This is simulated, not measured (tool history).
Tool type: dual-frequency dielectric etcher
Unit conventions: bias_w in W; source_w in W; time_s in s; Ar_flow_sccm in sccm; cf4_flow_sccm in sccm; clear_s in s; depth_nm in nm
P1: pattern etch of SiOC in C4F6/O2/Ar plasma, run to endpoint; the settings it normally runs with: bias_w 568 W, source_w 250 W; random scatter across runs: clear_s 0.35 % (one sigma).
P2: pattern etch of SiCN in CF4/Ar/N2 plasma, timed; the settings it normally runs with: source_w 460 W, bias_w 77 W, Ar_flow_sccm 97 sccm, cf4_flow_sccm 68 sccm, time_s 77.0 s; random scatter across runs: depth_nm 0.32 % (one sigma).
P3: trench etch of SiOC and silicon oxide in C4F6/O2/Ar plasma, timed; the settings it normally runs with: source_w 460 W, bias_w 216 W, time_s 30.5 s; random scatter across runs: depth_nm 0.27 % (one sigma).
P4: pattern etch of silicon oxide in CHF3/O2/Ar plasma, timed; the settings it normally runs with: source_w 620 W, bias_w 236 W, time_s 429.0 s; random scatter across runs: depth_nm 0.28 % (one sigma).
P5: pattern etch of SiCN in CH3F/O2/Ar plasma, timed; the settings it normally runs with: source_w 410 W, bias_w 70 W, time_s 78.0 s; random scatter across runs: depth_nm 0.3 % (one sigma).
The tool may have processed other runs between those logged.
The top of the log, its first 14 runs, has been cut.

run   hour  process  bias_w  source_w  time_s  Ar_flow_sccm  cf4_flow_sccm  hours since the last wet clean  hours since the last bias power generator calibration  hours since the last source power generator calibration  clear_s  depth_nm
 15  138.5       P1     659       330                                                                335.1                                                 1764.8                                                   1669.9   9.1603
 16  151.0       P4     236       850   429.0                                                        347.6                                                 1777.3                                                   1682.4           1050.600
 17  160.8       P1     568       250                                                                357.4                                                 1787.1                                                   1692.2  10.7870
 18  172.4       P2      77       370    77.0            97             68                           369.0                                                 1798.7                                                   1703.8             56.967
 19  182.9       P2     107       460    77.0            97             68                           379.5                                                 1809.2                                                   1714.3             78.010
 20  192.6       P4     236       620   236.0                                                        389.2                                                 1818.9                                                   1724.0            510.730
 21  201.0       P3     216       280    30.5                                                        397.6                                                 1827.3                                                   1732.4             56.352
 22  212.5       P5      70       410    78.0                                                        409.1                                                 1838.8                                                   1743.9             28.436
 23  221.1       P1     568       250                                                                417.7                                                 1847.4                                                   1752.5  10.7780
 24  231.4       P1     419       250                                                                428.0                                                 1857.7                                                   1762.8  12.1080
 25  240.2       P4     236       620   429.0                                                        436.8                                                 1866.5                                                   1771.6            929.740
 26  250.9       P5      70       490    78.0                                                        447.5                                                 1877.2                                                   1782.3             30.499
 27  262.1       P2      77       460    96.0            97             68                           458.7                                                 1888.4                                                   1793.5             85.986
 28  271.2       P5      56       410    78.0                                                        467.8                                                 1897.5                                                   1802.6             26.353
 29  278.1       P1     568       250                                                                474.7                                                 1904.4                                                   1809.5  10.8250

For run 30, what comes out?
 30  284.7       P1     763       250                                                                481.3                                                 1911.0                                                   1816.1        ?

Run 30 measured clear_s 9.5868 s.
